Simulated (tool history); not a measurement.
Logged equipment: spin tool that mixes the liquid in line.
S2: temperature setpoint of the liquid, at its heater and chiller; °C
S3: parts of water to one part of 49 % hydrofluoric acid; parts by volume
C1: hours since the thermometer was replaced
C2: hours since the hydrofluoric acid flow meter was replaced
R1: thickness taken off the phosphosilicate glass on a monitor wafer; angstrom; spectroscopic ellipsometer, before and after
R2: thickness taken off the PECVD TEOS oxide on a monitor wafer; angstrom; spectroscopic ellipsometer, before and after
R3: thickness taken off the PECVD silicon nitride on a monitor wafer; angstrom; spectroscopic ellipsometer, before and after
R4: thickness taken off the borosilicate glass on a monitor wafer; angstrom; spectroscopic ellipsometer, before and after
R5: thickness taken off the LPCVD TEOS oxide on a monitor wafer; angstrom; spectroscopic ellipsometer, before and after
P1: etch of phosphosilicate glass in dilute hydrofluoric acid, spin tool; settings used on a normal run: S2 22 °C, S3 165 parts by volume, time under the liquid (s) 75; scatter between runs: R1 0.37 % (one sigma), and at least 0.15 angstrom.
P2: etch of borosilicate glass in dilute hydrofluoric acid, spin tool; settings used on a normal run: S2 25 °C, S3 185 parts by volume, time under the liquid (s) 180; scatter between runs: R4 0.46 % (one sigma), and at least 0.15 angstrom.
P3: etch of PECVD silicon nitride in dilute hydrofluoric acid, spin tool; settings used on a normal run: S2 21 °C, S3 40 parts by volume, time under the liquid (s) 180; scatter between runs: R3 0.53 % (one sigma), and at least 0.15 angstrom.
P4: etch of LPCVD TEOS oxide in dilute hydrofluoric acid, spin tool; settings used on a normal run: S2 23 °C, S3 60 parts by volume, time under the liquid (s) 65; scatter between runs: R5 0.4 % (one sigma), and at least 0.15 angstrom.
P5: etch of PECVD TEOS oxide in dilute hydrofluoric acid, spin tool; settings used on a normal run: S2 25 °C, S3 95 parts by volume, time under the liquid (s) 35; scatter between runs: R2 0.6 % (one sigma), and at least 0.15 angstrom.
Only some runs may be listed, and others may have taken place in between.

{"run": 1, "day": 0.367, "process that ran": "P1", "S2": 22, "S3": 165, "time under the liquid (s)": 75, "C1": 1445.6, "C2": 244.2, "R1": 240.7}
{"run": 2, "day": 0.7, "process that ran": "P1", "S2": 28, "S3": 165, "time under the liquid (s)": 75, "C1": 1453.6, "C2": 252.2, "R1": 298.5}
{"run": 3, "day": 0.946, "process that ran": "P5", "S2": 25, "S3": 95, "time under the liquid (s)": 60, "C1": 1459.5, "C2": 258.1, "R2": 96.39}
{"run": 4, "day": 1.158, "process that ran": "P1", "S2": 22, "S3": 165, "time under the liquid (s)": 75, "C1": 1464.6, "C2": 263.2, "R1": 239.35}
{"run": 5, "day": 1.354, "process that ran": "P3", "S2": 21, "S3": 40, "time under the liquid (s)": 290, "C1": 1469.3, "C2": 267.9, "R3": 277.62}
{"run": 6, "day": 1.588, "process that ran": "P3", "S2": 21, "S3": 40, "time under the liquid (s)": 180, "C1": 1474.9, "C2": 273.5, "R3": 170.87}
{"run": 7, "day": 1.946, "process that ran": "P3", "S2": 17, "S3": 40, "time under the liquid (s)": 180, "C1": 1483.5, "C2": 282.1, "R3": 128.99}
{"run": 8, "day": 2.317, "process that ran": "P2", "S2": 25, "S3": 185, "time under the liquid (s)": 180, "C1": 1492.4, "C2": 291, "R4": 288.4}
{"run": 9, "day": 2.738, "process that ran": "P4", "S2": 23, "S3": 60, "time under the liquid (s)": 110, "C1": 1502.5, "C2": 301.1, "R5": 604.92}
{"run": 10, "day": 3.121, "process that ran": "P5", "S2": 30, "S3": 95, "time under the liquid (s)": 35, "C1": 1511.7, "C2": 310.3, "R2": 68.76}
{"run": 11, "day": 3.483, "process that ran": "P1", "S2": 17, "S3": 165, "time under the liquid (s)": 75, "C1": 1520.4, "C2": 319, "R1": 195.74}
{"run": 12, "day": 3.821, "process that ran": "P2", "S2": 25, "S3": 185, "time under the liquid (s)": 355, "C1": 1528.5, "C2": 327.1, "R4": 566.13}
{"run": 13, "day": 4.104, "process that ran": "P3", "S2": 21, "S3": 40, "time under the liquid (s)": 180, "C1": 1535.3, "C2": 333.9, "R3": 170.3}
{"run": 14, "day": 4.442, "process that ran": "P2", "S2": 31, "S3": 185, "time under the liquid (s)": 180, "C1": 1543.4, "C2": 342, "R4": 355.62}
{"run": 15, "day": 4.646, "process that ran": "P1", "S2": 22, "S3": 35, "time under the liquid (s)": 75, "C1": 1548.3, "C2": 346.9, "R1": 1311}
{"run": 16, "day": 4.896, "process that ran": "P1", "S2": 22, "S3": 165, "time under the liquid (s)": 75, "C1": 1554.3, "C2": 352.9, "R1": 239.99}
{"run": 17, "day": 5.104, "process that ran": "P1", "S2": 22, "S3": 165, "time under the liquid (s)": 15, "C1": 1559.3, "C2": 357.9, "R1": 47.692}
{"run": 18, "day": 5.396, "process that ran": "P1", "S2": 22, "S3": 165, "time under the liquid (s)": 110, "C1": 1566.3, "C2": 364.9, "R1": 348.96}
{"run": 19, "day": 5.783, "process that ran": "P1", "S2": 22, "S3": 165, "time under the liquid (s)": 75, "C1": 1575.6, "C2": 374.2, "R1": 239.64}
{"run": 20, "day": 6.088, "process that ran": "P1", "S2": 22, "S3": 70, "time under the liquid (s)": 15, "C1": 1582.9, "C2": 381.5, "R1": 125.75}
{"run": 21, "day": 6.267, "process that ran": "P1", "S2": 22, "S3": 165, "time under the liquid (s)": 75, "C1": 1587.2, "C2": 385.8, "R1": 238.03}
{"run": 22, "day": 6.667, "process that ran": "P4", "S2": 23, "S3": 60, "time under the liquid (s)": 65, "C1": 1596.8, "C2": 395.4, "R5": 356.12}
{"run": 23, "day": 6.988, "process that ran": "P2", "S2": 25, "S3": 290, "time under the liquid (s)": 180, "C1": 1604.5, "C2": 403.1, "R4": 164.7}
{"run": 24, "day": 7.35, "process that ran": "P4", "S2": 28, "S3": 60, "time under the liquid (s)": 65, "C1": 1613.2, "C2": 411.8, "R5": 438.52}
{"run": 25, "day": 7.654, "process that ran": "P4", "S2": 23, "S3": 20, "time under the liquid (s)": 65, "C1": 1620.5, "C2": 419.1, "R5": 1136}
{"run": 26, "day": 8.058, "process that ran": "P5", "S2": 25, "S3": 135, "time under the liquid (s)": 35, "C1": 1630.2, "C2": 428.8, "R2": 38.185}
{"run": 27, "day": 8.258, "process that ran": "P3", "S2": 21, "S3": 20, "time under the liquid (s)": 180, "C1": 1635, "C2": 433.6, "R3": 329.6}
{"run": 28, "day": 8.654, "process that ran": "P5", "S2": 25, "S3": 95, "time under the liquid (s)": 35, "C1": 1644.5, "C2": 443.1, "R2": 56.872}
{"run": 29, "day": 9.042, "process that ran": "P1", "S2": 22, "S3": 260, "time under the liquid (s)": 75, "C1": 1653.8, "C2": 452.4, "R1": 137.88}
{"run": 30, "day": 9.288, "process that ran": "P1", "S2": 22, "S3": 165, "time under the liquid (s)": 75, "C1": 1659.7, "C2": 458.3, "R1": 240.36}
{"run": 31, "day": 9.6, "process that ran": "P1", "S2": 22, "S3": 165, "time under the liquid (s)": 75, "C1": 1667.2, "C2": 465.8, "R1": 234.01}
{"run": 32, "day": 9.958, "process that ran": "P1", "S2": 22, "S3": 165, "time under the liquid (s)": 75, "C1": 1675.8, "C2": 474.4, "R1": 231.1}
{"run": 33, "day": 10.371, "process that ran": "P1", "S2": 22, "S3": 165, "time under the liquid (s)": 75, "C1": 1685.7, "C2": 484.3, "R1": 228.35}
{"run": 34, "day": 10.596, "process that ran": "P1", "S2": 22, "S3": 165, "time under the liquid (s)": 75, "C1": 1691.1, "C2": 489.7, "R1": 228.01}
{"run": 35, "day": 11.017, "process that ran": "P1", "S2": 22, "S3": 165, "time under the liquid (s)": 75, "C1": 1701.2, "C2": 499.8, "R1": 229.16}
{"run": 36, "day": 11.229, "process that ran": "P1", "S2": 22, "S3": 165, "time under the liquid (s)": 75, "C1": 1706.3, "C2": 504.9, "R1": 227.09}
{"run": 37, "day": 11.529, "process that ran": "P1", "S2": 22, "S3": 165, "time under the liquid (s)": 75, "C1": 1713.5, "C2": 512.1, "R1": 226.02}
{"run": 38, "day": 11.825, "process that ran": "P1", "S2": 22, "S3": 165, "time under the liquid (s)": 75, "C1": 1720.6, "C2": 519.2, "R1": 226.02}

What P1 gives has crept away from where it was. These 2 causes fit the log equally well, each at the size given:
A: hydrofluoric acid flow below the setpoint (%) = 4.52
B: liquid colder than its thermometer reads (K) = 1.41
The gradual shift began around day 9.288.

Of the 4 check runs listed below, each run on one wafer and each result written as a question mark, which would let you distinguish the listed causes because they would give clearly different results?
{"run": "check 1", "day": 12.121, "process that ran": "P4", "S2": 23, "S3": 60, "time under the liquid (s)": 65, "R5": "?"}
{"run": "check 2", "day": 12.121, "process that ran": "P2", "S2": 25, "S3": 185, "time under the liquid (s)": 180, "R4": "?"}
{"run": "check 3", "day": 12.121, "process that ran": "P3", "S2": 21, "S3": 40, "time under the liquid (s)": 180, "R3": "?"}
{"run": "check 4", "day": 12.121, "process that ran": "P5", "S2": 25, "S3": 95, "time under the liquid (s)": 35, "R2": "?"}

Outcome of each check run for each possible cause:
check=check_1 result=R5 if_A=338.82 if_B=335.95
check=check_2 result=R4 if_A=272.14 if_B=273.11
check=check_3 result=R3 if_A=163.91 if_B=155.39
check=check_4 result=R2 if_A=53.947 if_B=53.734
Per-check spread between the two closest causes, in the result where they differ most: check 1 0.85 %; check 2 0.36 %; check 3 5.34 %; check 4 0.4 %
Check 3 tells the causes apart: in the others they would give nearly the same result.

With check 3 done, the readings were: R3 155 angstrom. Identify which of the listed causes applies.

It is B: liquid colder than its thermometer reads (K).
